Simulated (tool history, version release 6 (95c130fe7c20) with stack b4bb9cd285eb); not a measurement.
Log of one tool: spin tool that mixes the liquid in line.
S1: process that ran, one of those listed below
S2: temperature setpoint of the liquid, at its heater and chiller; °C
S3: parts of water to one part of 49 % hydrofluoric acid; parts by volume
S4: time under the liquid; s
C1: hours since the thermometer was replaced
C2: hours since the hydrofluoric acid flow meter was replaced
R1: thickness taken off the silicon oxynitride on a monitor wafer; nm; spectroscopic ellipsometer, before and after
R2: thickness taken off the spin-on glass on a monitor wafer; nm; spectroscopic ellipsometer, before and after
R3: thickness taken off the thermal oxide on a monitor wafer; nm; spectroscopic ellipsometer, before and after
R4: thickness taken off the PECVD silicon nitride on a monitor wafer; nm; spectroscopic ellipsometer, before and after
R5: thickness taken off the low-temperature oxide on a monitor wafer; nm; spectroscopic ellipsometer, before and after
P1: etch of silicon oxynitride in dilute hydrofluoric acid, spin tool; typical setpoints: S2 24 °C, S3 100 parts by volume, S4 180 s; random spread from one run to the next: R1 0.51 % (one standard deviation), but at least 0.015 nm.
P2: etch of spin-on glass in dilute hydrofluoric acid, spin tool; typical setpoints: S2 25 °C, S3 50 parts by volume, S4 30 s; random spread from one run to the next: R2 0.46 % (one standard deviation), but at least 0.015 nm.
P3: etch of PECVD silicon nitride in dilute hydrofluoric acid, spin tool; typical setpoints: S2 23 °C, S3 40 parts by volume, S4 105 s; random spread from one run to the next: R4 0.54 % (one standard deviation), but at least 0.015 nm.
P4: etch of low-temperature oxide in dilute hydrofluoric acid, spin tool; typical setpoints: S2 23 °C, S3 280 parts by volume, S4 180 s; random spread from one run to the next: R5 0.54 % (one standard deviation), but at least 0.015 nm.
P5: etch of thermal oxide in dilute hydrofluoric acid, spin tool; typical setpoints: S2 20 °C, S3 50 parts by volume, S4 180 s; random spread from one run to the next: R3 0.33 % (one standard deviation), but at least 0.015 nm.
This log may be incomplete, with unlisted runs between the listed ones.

| run | day | S1 | S2 | S3 | S4 | C1 | C2 | R1 | R2 | R3 | R4 | R5 |
|---|---|---|---|---|---|---|---|---|---|---|---|---|
| 1 | 0.225 | P1 | 24 | 100 | 180 | 229.2 | 304.6 | 5.9851 |  |  |  |  |
| 2 | 0.533 | P2 | 25 | 50 | 30 | 236.6 | 312 |  | 42.809 |  |  |  |
| 3 | 0.821 | P5 | 27 | 50 | 180 | 243.5 | 318.9 |  |  | 21.195 |  |  |
| 4 | 1.15 | P3 | 23 | 20 | 105 | 251.4 | 326.8 |  |  |  | 12.472 |  |
| 5 | 1.488 | P1 | 20 | 100 | 180 | 259.5 | 334.9 | 4.9229 |  |  |  |  |
| 6 | 1.783 | P1 | 24 | 100 | 45 | 266.6 | 342 | 1.5091 |  |  |  |  |
| 7 | 2.092 | P2 | 25 | 20 | 30 | 274 | 349.4 |  | 112.18 |  |  |  |
| 8 | 2.454 | P1 | 24 | 165 | 180 | 282.7 | 358.1 | 3.3912 |  |  |  |  |
| 9 | 2.775 | P1 | 24 | 100 | 290 | 290.4 | 365.8 | 9.4641 |  |  |  |  |
| 10 | 3.096 | P5 | 20 | 25 | 180 | 298.1 | 373.5 |  |  | 32.446 |  |  |
| 11 | 3.371 | P1 | 24 | 100 | 180 | 304.7 | 380.1 | 5.9447 |  |  |  |  |
| 12 | 3.746 | P3 | 23 | 40 | 170 | 313.7 | 389.1 |  |  |  | 10.479 |  |
| 13 | 4.112 | P4 | 23 | 280 | 180 | 322.5 | 397.9 |  |  |  |  | 10.476 |
| 14 | 4.354 | P4 | 23 | 50 | 180 | 328.3 | 403.7 |  |  |  |  | 74.885 |
| 15 | 4.7 | P3 | 23 | 40 | 105 | 336.6 | 412 |  |  |  | 6.3708 |  |
|  | 4.862 | thermometer replaced |
| 16 | 4.954 | P2 | 25 | 50 | 30 | 2.2 | 418.1 |  | 42.964 |  |  |  |
| 17 | 5.304 | P1 | 24 | 50 | 180 | 10.6 | 426.5 | 12.309 |  |  |  |  |
| 18 | 5.504 | P4 | 27 | 280 | 180 | 15.4 | 431.3 |  |  |  |  | 12.017 |
| 19 | 5.788 | P5 | 20 | 50 | 35 | 22.2 | 438.1 |  |  | 3.0643 |  |  |
| 20 | 6.183 | P1 | 24 | 100 | 180 | 31.7 | 447.6 | 5.9082 |  |  |  |  |
| 21 | 6.488 | P1 | 24 | 100 | 180 | 39 | 454.9 | 5.9202 |  |  |  |  |
| 22 | 6.825 | P1 | 24 | 100 | 180 | 47.1 | 463 | 5.9432 |  |  |  |  |
| 23 | 7.038 | P4 | 23 | 280 | 180 | 52.2 | 468.1 |  |  |  |  | 10.471 |
| 24 | 7.25 | P2 | 30 | 50 | 30 | 57.3 | 473.2 |  | 52.783 |  |  |  |
| 25 | 7.575 | P4 | 23 | 280 | 340 | 65.1 | 481 |  |  |  |  | 19.796 |
| 26 | 7.792 | P5 | 20 | 50 | 180 | 70.3 | 486.2 |  |  | 15.808 |  |  |
| 27 | 8.162 | P1 | 27.5 | 100 | 180 | 79.2 | 495.1 | 6.9511 |  |  |  |  |
| 28 | 8.467 | P1 | 24 | 100 | 180 | 86.5 | 502.4 | 5.9124 |  |  |  |  |
| 29 | 8.817 | P3 | 31 | 40 | 105 | 94.9 | 510.8 |  |  |  | 10.87 |  |
| 30 | 9.083 | P1 | 24 | 145 | 330 | 101.3 | 517.2 | 7.2066 |  |  |  |  |
| 31 | 9.425 | P2 | 25 | 50 | 15 | 109.5 | 525.4 |  | 21.42 |  |  |  |
| 32 | 9.721 | P1 | 24 | 100 | 180 | 116.6 | 532.5 | 5.9707 |  |  |  |  |
| 33 | 10.046 | P1 | 24 | 100 | 180 | 124.4 | 540.3 | 6.1017 |  |  |  |  |
| 34 | 10.383 | P1 | 24 | 100 | 180 | 132.5 | 548.4 | 6.2639 |  |  |  |  |
| 35 | 10.575 | P1 | 24 | 100 | 180 | 137.1 | 553 | 6.3488 |  |  |  |  |
| 36 | 10.829 | P1 | 24 | 100 | 180 | 143.2 | 559.1 | 6.2715 |  |  |  |  |
| 37 | 11.021 | P1 | 24 | 100 | 180 | 147.8 | 563.7 | 6.3744 |  |  |  |  |
| 38 | 11.325 | P1 | 24 | 100 | 180 | 155.1 | 571 | 6.4541 |  |  |  |  |
| 39 | 11.625 | P1 | 24 | 100 | 180 | 162.3 | 578.2 | 6.3075 |  |  |  |  |
| 40 | 11.838 | P1 | 24 | 100 | 180 | 167.4 | 583.3 | 6.3689 |  |  |  |  |
| 41 | 12.117 | P1 | 24 | 100 | 180 | 174.1 | 590 | 6.3497 |  |  |  |  |

Something has made what P1 gives creep away from where it was; the 2 causes below, each at its own stated size, fit the log equally well:
A: liquid hotter than its thermometer reads (K) = 1.59
B: hydrofluoric acid flow above the setpoint (%) = 7.11
The onset of the drift is placed at about day 9.721.

Which of the check runs below tells the causes apart, meaning the causes would give it clearly different results? Each run uses 2 wafers whose results are averaged, and each result is shown as a question mark.
| check 1 | 12.396 | P2 | 25 | 20 | 30 |  |  |  | ? |  |  |  |
| check 2 | 12.396 | P4 | 23 | 65 | 295 |  |  |  |  |  |  | ? |
| check 3 | 12.396 | P5 | 24.5 | 25 | 180 |  |  |  |  | ? |  |  |
| check 4 | 12.396 | P3 | 31 | 40 | 155 |  |  |  |  |  | ? |  |

What every check run would give for each of its results, assuming each possible cause in turn:
| check | result | if A | if B |
|---|---|---|---|
| check 1 | R2 | 119.66 | 120.19 |
| check 2 | R5 | 99.59 | 100.52 |
| check 3 | R3 | 42.11 | 42.312 |
| check 4 | R4 | 17.839 | 17.24 |
Separation of the two closest causes in each check, using whichever result separates them best: check 1 0.44 %; check 2 0.93 %; check 3 0.48 %; check 4 3.41 %
Only in check 4 would the causes give clearly different results; in the remaining checks their results would be nearly the same.

After running check 4, the following was obtained: R4 17.288 nm. Which cause does this point to?

It is B: hydrofluoric acid flow above the setpoint (%).
